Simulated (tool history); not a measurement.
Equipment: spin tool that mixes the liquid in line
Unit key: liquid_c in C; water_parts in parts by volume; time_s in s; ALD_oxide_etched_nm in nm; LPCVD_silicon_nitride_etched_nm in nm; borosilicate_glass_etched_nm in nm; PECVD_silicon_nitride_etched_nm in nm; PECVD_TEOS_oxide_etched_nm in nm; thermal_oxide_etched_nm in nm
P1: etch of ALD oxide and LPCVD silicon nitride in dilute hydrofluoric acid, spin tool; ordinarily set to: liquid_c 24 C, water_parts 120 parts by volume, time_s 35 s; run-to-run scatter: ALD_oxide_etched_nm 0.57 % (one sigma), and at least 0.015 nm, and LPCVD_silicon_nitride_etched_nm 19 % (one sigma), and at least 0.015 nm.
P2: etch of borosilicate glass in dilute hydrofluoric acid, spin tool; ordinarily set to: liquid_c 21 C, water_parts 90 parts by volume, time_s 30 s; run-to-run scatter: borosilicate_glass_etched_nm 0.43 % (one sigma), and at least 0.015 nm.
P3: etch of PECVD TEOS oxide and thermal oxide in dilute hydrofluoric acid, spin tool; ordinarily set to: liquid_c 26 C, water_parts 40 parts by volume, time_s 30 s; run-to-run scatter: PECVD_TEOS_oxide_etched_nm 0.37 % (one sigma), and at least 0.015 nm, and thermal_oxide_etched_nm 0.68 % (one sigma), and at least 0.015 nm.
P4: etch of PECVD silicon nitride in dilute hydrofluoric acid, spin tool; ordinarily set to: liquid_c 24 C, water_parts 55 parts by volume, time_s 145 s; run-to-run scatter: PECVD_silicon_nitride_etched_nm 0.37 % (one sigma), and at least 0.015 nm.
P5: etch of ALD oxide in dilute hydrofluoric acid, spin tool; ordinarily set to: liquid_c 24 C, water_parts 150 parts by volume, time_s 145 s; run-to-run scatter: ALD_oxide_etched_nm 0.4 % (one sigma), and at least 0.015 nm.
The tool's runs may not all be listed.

| run | hour | process | liquid_c | water_parts | time_s | hours since the thermometer was replaced | hours since the hydrofluoric acid flow meter was replaced | ALD_oxide_etched_nm | LPCVD_silicon_nitride_etched_nm | borosilicate_glass_etched_nm | PECVD_silicon_nitride_etched_nm | PECVD_TEOS_oxide_etched_nm | thermal_oxide_etched_nm |
|---|---|---|---|---|---|---|---|---|---|---|---|---|---|
| 1 | 4.6 | P1 | 24 | 120 | 35 | 389.9 | 1612 | 5.8044 | 0.13139 |  |  |  |  |
| 2 | 12.1 | P2 | 21 | 140 | 30 | 397.4 | 1619.5 |  |  | 4.9427 |  |  |  |
| 3 | 18.4 | P1 | 24 | 70 | 35 | 403.7 | 1625.8 | 10.697 | 0.32788 |  |  |  |  |
| 4 | 25 | P1 | 24 | 120 | 35 | 410.3 | 1632.4 | 5.7985 | 0.15091 |  |  |  |  |
| 5 | 32.3 | P4 | 24 | 80 | 145 | 417.6 | 1639.7 |  |  |  | 5.9323 |  |  |
| 6 | 41.2 | P3 | 26 | 40 | 15 | 426.5 | 1648.6 |  |  |  |  | 8.8229 | 1.7965 |
| 7 | 50.3 | P5 | 24 | 150 | 35 | 435.6 | 1657.7 | 3.4576 |  |  |  |  |  |
| 8 | 54.7 | P4 | 24 | 55 | 145 | 440 | 1662.1 |  |  |  | 8.559 |  |  |
| 9 | 61 | P3 | 26 | 40 | 30 | 446.3 | 1668.4 |  |  |  |  | 17.604 | 3.6842 |
| 10 | 67.7 | P2 | 21 | 90 | 55 | 453 | 1675.1 |  |  | 14.816 |  |  |  |
| 11 | 75.1 | P5 | 20 | 150 | 145 | 460.4 | 1682.5 | 12.38 |  |  |  |  |  |
| 12 | 79.6 | P3 | 26 | 40 | 30 | 464.9 | 1687 |  |  |  |  | 17.653 | 3.6157 |
| 13 | 86.1 | P4 | 31.5 | 55 | 145 | 471.4 | 1693.5 |  |  |  | 13.955 |  |  |
| 14 | 94.3 | P5 | 24 | 50 | 145 | 479.6 | 1701.7 | 48.855 |  |  |  |  |  |
| 15 | 101.2 | P1 | 24 | 120 | 35 | 486.5 | 1708.6 | 5.8198 | 0.16385 |  |  |  |  |
| 16 | 109.4 | P2 | 21 | 90 | 30 | 494.7 | 1716.8 |  |  | 8.111 |  |  |  |
|  | 113.5 | hydrofluoric acid flow meter replaced |
| 17 | 118.2 | P1 | 19.5 | 120 | 35 | 503.5 | 4.7 | 4.8821 | 0.13491 |  |  |  |  |
| 18 | 127.7 | P1 | 24 | 120 | 35 | 513 | 14.2 | 5.8521 | 0.10725 |  |  |  |  |
| 19 | 132.4 | P2 | 21 | 90 | 30 | 517.7 | 18.9 |  |  | 8.1512 |  |  |  |
| 20 | 140.2 | P1 | 24 | 120 | 20 | 525.5 | 26.7 | 3.3675 | 0.060416 |  |  |  |  |
| 21 | 149.1 | P1 | 29 | 120 | 35 | 534.4 | 35.6 | 7.0753 | 0.24763 |  |  |  |  |
| 22 | 154.3 | P3 | 18.5 | 40 | 30 | 539.6 | 40.8 |  |  |  |  | 12.907 | 2.6813 |
| 23 | 159.8 | P3 | 26 | 75 | 30 | 545.1 | 46.3 |  |  |  |  | 8.9531 | 1.8205 |
| 24 | 165.3 | P5 | 24 | 150 | 145 | 550.6 | 51.8 | 14.54 |  |  |  |  |  |
| 25 | 169.6 | P1 | 30 | 120 | 15 | 554.9 | 56.1 | 3.1386 | 0.091892 |  |  |  |  |
| 26 | 179.4 | P2 | 28 | 90 | 30 | 564.7 | 65.9 |  |  | 10.769 |  |  |  |
| 27 | 186.4 | P5 | 24 | 150 | 145 | 571.7 | 72.9 | 14.504 |  |  |  |  |  |
| 28 | 195.6 | P4 | 24 | 55 | 55 | 580.9 | 82.1 |  |  |  | 3.2119 |  |  |
| 29 | 202.8 | P1 | 24 | 195 | 35 | 588.1 | 89.3 | 3.2604 | 0.066071 |  |  |  |  |
| 30 | 210.3 | P1 | 24 | 120 | 35 | 595.6 | 96.8 | 5.7779 | 0.054277 |  |  |  |  |
| 31 | 217.3 | P1 | 24 | 120 | 55 | 602.6 | 103.8 | 9.0874 | 0.23051 |  |  |  |  |
| 32 | 222.9 | P1 | 24 | 120 | 35 | 608.2 | 109.4 | 5.8875 | 0.17234 |  |  |  |  |
| 33 | 232.2 | P1 | 24 | 120 | 35 | 617.5 | 118.7 | 5.6272 | 0.13634 |  |  |  |  |
| 34 | 240.3 | P1 | 24 | 120 | 35 | 625.6 | 126.8 | 5.5355 | 0.15754 |  |  |  |  |
| 35 | 244.8 | P1 | 24 | 120 | 35 | 630.1 | 131.3 | 5.5028 | 0.1147 |  |  |  |  |
| 36 | 250.8 | P1 | 24 | 120 | 35 | 636.1 | 137.3 | 5.455 | 0.12551 |  |  |  |  |
| 37 | 259.8 | P1 | 24 | 120 | 35 | 645.1 | 146.3 | 5.4406 | 0.11705 |  |  |  |  |
| 38 | 267 | P1 | 24 | 120 | 35 | 652.3 | 153.5 | 5.4271 | 0.082292 |  |  |  |  |

P1 no longer gives what it gave before; its output has crept away from where it was. The following 2 causes, each at its listed size, fit the log equally well:
A: liquid colder than its thermometer reads (K) = 1.73
B: hydrofluoric acid flow below the setpoint (%) = 5.76
Creep in the process output first set in at about hour 222.9.

4 check runs are offered, one wafer each, their results left as question marks. Which one tells the causes apart?
| check 1 | 274.2 | P3 | 26 | 40 | 30 |  |  |  |  |  |  | ? | ? |
| check 2 | 274.2 | P4 | 24 | 55 | 145 |  |  |  |  |  | ? |  |  |
| check 3 | 274.2 | P2 | 21 | 90 | 30 |  |  |  |  | ? |  |  |  |
| check 4 | 274.2 | P5 | 24 | 150 | 145 |  |  | ? |  |  |  |  |  |

Expected result of each check under each candidate cause:
| check | result | if A | if B |
|---|---|---|---|
| check 1 | PECVD_TEOS_oxide_etched_nm | 16.44 | 16.58 |
| check 1 | thermal_oxide_etched_nm | 3.3825 | 3.4114 |
| check 2 | PECVD_silicon_nitride_etched_nm | 7.5761 | 8.0365 |
| check 3 | borosilicate_glass_etched_nm | 7.5658 | 7.6095 |
| check 4 | ALD_oxide_etched_nm | 13.48 | 13.439 |
Per check, the gap between the least separated pair of causes, taken in the result that splits them most: check 1 0.85 %; check 2 5.9 %; check 3 0.58 %; check 4 0.3 %
Only check 2 tells the causes apart: in the others they would give nearly the same result.

Check 2 was carried out, with these results: PECVD_silicon_nitride_etched_nm 8.042 nm. Which of the listed causes is responsible?

The cause is B: hydrofluoric acid flow below the setpoint (%).
